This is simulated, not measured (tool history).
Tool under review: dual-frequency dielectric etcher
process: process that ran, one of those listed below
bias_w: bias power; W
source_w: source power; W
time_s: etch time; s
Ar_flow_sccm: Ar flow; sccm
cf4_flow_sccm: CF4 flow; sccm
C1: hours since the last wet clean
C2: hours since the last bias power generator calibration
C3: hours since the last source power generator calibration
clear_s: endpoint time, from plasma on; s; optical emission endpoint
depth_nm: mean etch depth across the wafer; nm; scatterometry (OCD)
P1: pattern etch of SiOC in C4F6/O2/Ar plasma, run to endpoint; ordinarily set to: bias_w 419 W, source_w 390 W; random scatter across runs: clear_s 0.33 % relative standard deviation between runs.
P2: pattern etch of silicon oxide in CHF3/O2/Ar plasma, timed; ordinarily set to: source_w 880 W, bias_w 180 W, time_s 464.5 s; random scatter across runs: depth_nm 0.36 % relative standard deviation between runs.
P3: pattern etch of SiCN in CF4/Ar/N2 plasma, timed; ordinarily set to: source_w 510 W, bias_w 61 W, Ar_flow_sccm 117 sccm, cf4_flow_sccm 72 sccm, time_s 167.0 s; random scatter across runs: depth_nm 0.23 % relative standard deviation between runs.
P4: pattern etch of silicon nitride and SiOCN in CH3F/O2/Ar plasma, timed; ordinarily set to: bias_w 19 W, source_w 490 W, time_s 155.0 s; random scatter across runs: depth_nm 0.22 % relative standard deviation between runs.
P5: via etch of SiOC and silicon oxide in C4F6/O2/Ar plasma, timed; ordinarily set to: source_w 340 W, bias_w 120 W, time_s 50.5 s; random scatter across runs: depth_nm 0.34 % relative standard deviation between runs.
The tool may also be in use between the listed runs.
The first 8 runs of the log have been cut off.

run 9 hour=68.4 | process=P2 bias_w=180 source_w=880 time_s=464.5 | C1=360.2 C2=954.4 C3=3755.8 | depth_nm=1013.500
run 10 hour=78.2 | process=P5 bias_w=120 source_w=340 time_s=33.0 | C1=370.0 C2=964.2 C3=3765.6 | depth_nm=29.757
run 11 hour=88.6 | process=P4 bias_w=19 source_w=490 time_s=111.0 | C1=380.4 C2=974.6 C3=3776.0 | depth_nm=15.373
run 12 hour=97.0 | process=P3 bias_w=61 source_w=510 time_s=167.0 Ar_flow_sccm=161 cf4_flow_sccm=72 | C1=388.8 C2=983.0 C3=3784.4 | depth_nm=143.070
run 13 hour=107.4 | process=P4 bias_w=19 source_w=650 time_s=155.0 | C1=399.2 C2=993.4 C3=3794.8 | depth_nm=23.845
run 14 hour=115.9 | process=P3 bias_w=61 source_w=390 time_s=167.0 Ar_flow_sccm=117 cf4_flow_sccm=72 | C1=407.7 C2=1001.9 C3=3803.3 | depth_nm=119.130
run 15 hour=126.2 | process=P1 bias_w=419 source_w=480 | C1=418.0 C2=1012.2 C3=3813.6 | clear_s=16.134
run 16 hour=133.2 | process=P4 bias_w=19 source_w=490 time_s=155.0 | C1=425.0 C2=1019.2 C3=3820.6 | depth_nm=21.590
run 17 hour=140.7 | process=P2 bias_w=180 source_w=880 time_s=255.5 | C1=432.5 C2=1026.7 C3=3828.1 | depth_nm=557.980
run 18 hour=149.5 | process=P2 bias_w=246 source_w=880 time_s=464.5 | C1=441.3 C2=1035.5 C3=3836.9 | depth_nm=1131.600
run 19 hour=156.8 | process=P5 bias_w=120 source_w=340 time_s=50.5 | C1=448.6 C2=1042.8 C3=3844.2 | depth_nm=45.544
run 20 hour=165.3 | process=P1 bias_w=419 source_w=390 | C1=457.1 C2=1051.3 C3=3852.7 | clear_s=17.536
run 21 hour=172.9 | process=P2 bias_w=180 source_w=880 time_s=464.5 | C1=464.7 C2=1058.9 C3=3860.3 | depth_nm=1019.800
run 22 hour=182.3 | process=P1 bias_w=341 source_w=260 | C1=474.1 C2=1068.3 C3=3869.7 | clear_s=21.930
-- hour=184.4 wet clean of the chamber
run 23 hour=191.2 | process=P3 bias_w=61 source_w=510 time_s=167.0 Ar_flow_sccm=117 cf4_flow_sccm=72 | C1=6.8 C2=1077.2 C3=3878.6 | depth_nm=151.040
-- hour=192.3 bias power generator calibrated
run 24 hour=197.0 | process=P2 bias_w=180 source_w=1230 time_s=464.5 | C1=12.6 C2=4.7 C3=3884.4 | depth_nm=1156.400
run 25 hour=203.2 | process=P3 bias_w=49 source_w=510 time_s=167.0 Ar_flow_sccm=117 cf4_flow_sccm=72 | C1=18.8 C2=10.9 C3=3890.6 | depth_nm=140.510

Run 26 comes next. What will it give?
run 26 hour=213.2 | process=P5 bias_w=120 source_w=470 time_s=50.5 | C1=28.8 C2=20.9 C3=3900.6 | depth_nm=?

depth_nm: 51.545 nm
